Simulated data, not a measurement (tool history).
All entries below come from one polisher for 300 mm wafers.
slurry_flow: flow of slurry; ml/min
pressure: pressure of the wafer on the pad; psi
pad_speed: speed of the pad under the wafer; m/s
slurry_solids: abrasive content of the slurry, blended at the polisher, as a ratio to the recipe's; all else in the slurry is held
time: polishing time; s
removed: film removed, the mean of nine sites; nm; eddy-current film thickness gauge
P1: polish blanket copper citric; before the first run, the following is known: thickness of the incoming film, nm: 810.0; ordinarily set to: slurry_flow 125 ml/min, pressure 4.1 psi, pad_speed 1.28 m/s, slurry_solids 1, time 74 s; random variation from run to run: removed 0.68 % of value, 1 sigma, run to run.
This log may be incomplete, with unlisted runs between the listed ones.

run,hour,slurry_flow,pressure,pad_speed,slurry_solids,time,removed
1,6.5,125,4.1,1.28,1,74,257.72
2,12.1,125,4.1,1.92,1,74,376.43
3,17.5,125,2,1.28,1,74,123.19
4,26.4,125,4.1,1.28,1.4,74,269.06
5,31.4,125,6.5,1.28,1,74,400.82
6,41.5,75,4.1,0.9,1,74,158.38
7,51.7,125,2.1,1.28,1.35,74,140.97
8,59.7,125,4.1,1.28,1,104,357.39
9,68.4,75,4.1,1.28,1,74,222.39
10,75.5,125,4.1,0.68,1,74,136.05
11,81.5,125,4.1,1.28,1,74,254.9
12,90.1,125,4.1,1.28,1,74,256.61
13,98.2,125,4.1,1.28,1,74,254.63
14,105.6,125,4.1,1.28,1,33,112.72
15,112.3,125,4.1,1.28,0.55,74,225.3

Estimate the outcome of run 16 from the log above:
16,119.6,125,4.1,1.28,1,74,?

{"run 16": {"removed": 253.82}}
